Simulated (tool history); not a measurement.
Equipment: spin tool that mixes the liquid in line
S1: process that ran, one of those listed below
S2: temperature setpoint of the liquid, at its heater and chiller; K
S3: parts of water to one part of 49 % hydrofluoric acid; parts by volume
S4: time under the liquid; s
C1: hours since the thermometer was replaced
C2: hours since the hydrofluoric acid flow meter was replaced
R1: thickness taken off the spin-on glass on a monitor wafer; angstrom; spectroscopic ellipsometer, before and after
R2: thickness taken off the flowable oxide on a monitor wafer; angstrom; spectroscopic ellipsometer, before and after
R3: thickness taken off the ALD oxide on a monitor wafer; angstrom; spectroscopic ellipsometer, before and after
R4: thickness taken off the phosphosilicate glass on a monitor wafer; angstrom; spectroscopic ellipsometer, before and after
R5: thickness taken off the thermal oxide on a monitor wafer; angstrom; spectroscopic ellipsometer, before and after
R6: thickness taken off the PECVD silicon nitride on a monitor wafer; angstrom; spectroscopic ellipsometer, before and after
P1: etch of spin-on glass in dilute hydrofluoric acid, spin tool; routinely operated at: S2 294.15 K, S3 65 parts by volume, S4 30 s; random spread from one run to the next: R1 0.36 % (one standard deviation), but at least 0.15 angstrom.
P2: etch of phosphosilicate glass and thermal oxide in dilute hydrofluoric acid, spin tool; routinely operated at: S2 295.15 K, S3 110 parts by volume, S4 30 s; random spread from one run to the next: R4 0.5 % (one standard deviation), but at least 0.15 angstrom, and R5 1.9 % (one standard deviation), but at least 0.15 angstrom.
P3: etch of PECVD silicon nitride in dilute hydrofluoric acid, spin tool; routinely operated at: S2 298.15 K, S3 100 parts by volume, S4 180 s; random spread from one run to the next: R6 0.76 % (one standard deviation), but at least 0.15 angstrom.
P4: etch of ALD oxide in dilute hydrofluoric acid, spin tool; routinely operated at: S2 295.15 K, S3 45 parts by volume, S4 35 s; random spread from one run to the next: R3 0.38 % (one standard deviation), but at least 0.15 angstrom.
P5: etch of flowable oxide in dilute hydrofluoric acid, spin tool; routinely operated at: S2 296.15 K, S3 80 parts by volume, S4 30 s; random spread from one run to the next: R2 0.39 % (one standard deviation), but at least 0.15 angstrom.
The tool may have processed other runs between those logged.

{"run": 1, "hour": 11.5, "S1": "P1", "S2": 294.15, "S3": 65, "S4": 30, "C1": 764.5, "C2": 603, "R1": 199.65}
{"run": 2, "hour": 17.0, "S1": "P5", "S2": 296.15, "S3": 80, "S4": 60, "C1": 770, "C2": 608.5, "R2": 353.86}
{"run": 3, "hour": 28.4, "S1": "P4", "S2": 295.15, "S3": 45, "S4": 15, "C1": 781.4, "C2": 619.9, "R3": 50.159}
{"run": 4, "hour": 36.6, "S1": "P1", "S2": 290.15, "S3": 65, "S4": 30, "C1": 789.6, "C2": 628.1, "R1": 168.25}
{"run": 5, "hour": 43.8, "S1": "P4", "S2": 290.65, "S3": 45, "S4": 35, "C1": 796.8, "C2": 635.3, "R3": 96.212}
{"run": 6, "hour": 50.8, "S1": "P1", "S2": 294.15, "S3": 95, "S4": 30, "C1": 803.8, "C2": 642.3, "R1": 131.55}
{"run": 7, "hour": 59.8, "S1": "P1", "S2": 294.15, "S3": 65, "S4": 30, "C1": 812.8, "C2": 651.3, "R1": 198.19}
{"run": 8, "hour": 71.3, "S1": "P4", "S2": 295.15, "S3": 45, "S4": 35, "C1": 824.3, "C2": 662.8, "R3": 116.49}
{"run": 9, "hour": 82.1, "S1": "P1", "S2": 298.15, "S3": 65, "S4": 30, "C1": 835.1, "C2": 673.6, "R1": 234.38}
{"run": 10, "hour": 92.7, "S1": "P2", "S2": 295.15, "S3": 165, "S4": 30, "C1": 845.7, "C2": 684.2, "R4": 202.43, "R5": 7.7011}
{"run": 11, "hour": 98.3, "S1": "P1", "S2": 294.15, "S3": 40, "S4": 30, "C1": 851.3, "C2": 689.8, "R1": 335.21}
{"run": 12, "hour": 108.9, "S1": "P5", "S2": 296.15, "S3": 80, "S4": 30, "C1": 861.9, "C2": 700.4, "R2": 178.81}
{"run": 13, "hour": 117.4, "S1": "P2", "S2": 295.15, "S3": 110, "S4": 15, "C1": 870.4, "C2": 708.9, "R4": 159.49, "R5": 5.9316}
{"run": 14, "hour": 127.5, "S1": "P5", "S2": 296.15, "S3": 80, "S4": 30, "C1": 880.5, "C2": 719, "R2": 178.17}
{"run": 15, "hour": 138.8, "S1": "P1", "S2": 294.15, "S3": 65, "S4": 30, "C1": 891.8, "C2": 730.3, "R1": 200.31}
{"run": 16, "hour": 149.1, "S1": "P3", "S2": 292.15, "S3": 100, "S4": 180, "C1": 902.1, "C2": 740.6, "R6": 23.694}
{"run": 17, "hour": 158.2, "S1": "P1", "S2": 300.15, "S3": 65, "S4": 50, "C1": 911.2, "C2": 749.7, "R1": 422.27}
{"run": 18, "hour": 169.6, "S1": "P1", "S2": 294.15, "S3": 65, "S4": 15, "C1": 922.6, "C2": 761.1, "R1": 99.824}
{"run": 19, "hour": 180.4, "S1": "P2", "S2": 300.65, "S3": 110, "S4": 30, "C1": 933.4, "C2": 771.9, "R4": 397.44, "R5": 14.723}
{"run": 20, "hour": 191.3, "S1": "P4", "S2": 295.15, "S3": 25, "S4": 35, "C1": 944.3, "C2": 782.8, "R3": 215.03}
{"run": 21, "hour": 201.0, "S1": "P3", "S2": 298.15, "S3": 100, "S4": 290, "C1": 954, "C2": 792.5, "R6": 58.029}
{"run": 22, "hour": 207.3, "S1": "P1", "S2": 294.15, "S3": 65, "S4": 50, "C1": 960.3, "C2": 798.8, "R1": 330.71}
{"run": 23, "hour": 215.3, "S1": "P5", "S2": 301.15, "S3": 80, "S4": 30, "C1": 968.3, "C2": 806.8, "R2": 217.58}
{"run": 24, "hour": 221.9, "S1": "P5", "S2": 296.15, "S3": 145, "S4": 30, "C1": 974.9, "C2": 813.4, "R2": 90.545}
{"run": 25, "hour": 227.3, "S1": "P1", "S2": 294.15, "S3": 65, "S4": 30, "C1": 980.3, "C2": 818.8, "R1": 198.93}
{"run": 26, "hour": 237.6, "S1": "P3", "S2": 298.15, "S3": 25, "S4": 180, "C1": 990.6, "C2": 829.1, "R6": 140.06}
{"run": 27, "hour": 248.2, "S1": "P3", "S2": 298.15, "S3": 100, "S4": 180, "C1": 1001.2, "C2": 839.7, "R6": 35.588}
{"run": 28, "hour": 254.5, "S1": "P2", "S2": 295.15, "S3": 110, "S4": 30, "C1": 1007.5, "C2": 846, "R4": 321.35, "R5": 12.026}
{"run": 29, "hour": 265.5, "S1": "P1", "S2": 294.15, "S3": 65, "S4": 30, "C1": 1018.5, "C2": 857, "R1": 199.75}
{"run": 30, "hour": 273.2, "S1": "P1", "S2": 294.15, "S3": 65, "S4": 30, "C1": 1026.2, "C2": 864.7, "R1": 206.21}
{"run": 31, "hour": 281.9, "S1": "P1", "S2": 294.15, "S3": 65, "S4": 30, "C1": 1034.9, "C2": 873.4, "R1": 207.8}
{"run": 32, "hour": 290.0, "S1": "P1", "S2": 294.15, "S3": 65, "S4": 30, "C1": 1043, "C2": 881.5, "R1": 210.85}
{"run": 33, "hour": 295.1, "S1": "P1", "S2": 294.15, "S3": 65, "S4": 30, "C1": 1048.1, "C2": 886.6, "R1": 209.69}
{"run": 34, "hour": 303.2, "S1": "P1", "S2": 294.15, "S3": 65, "S4": 30, "C1": 1056.2, "C2": 894.7, "R1": 211.33}

Expected results for the next run?
{"run": 35, "hour": 311.4, "S1": "P1", "S2": 294.15, "S3": 65, "S4": 30, "C1": 1064.4, "C2": 902.9, "R1": "?"}

R1: 211.53 angstrom
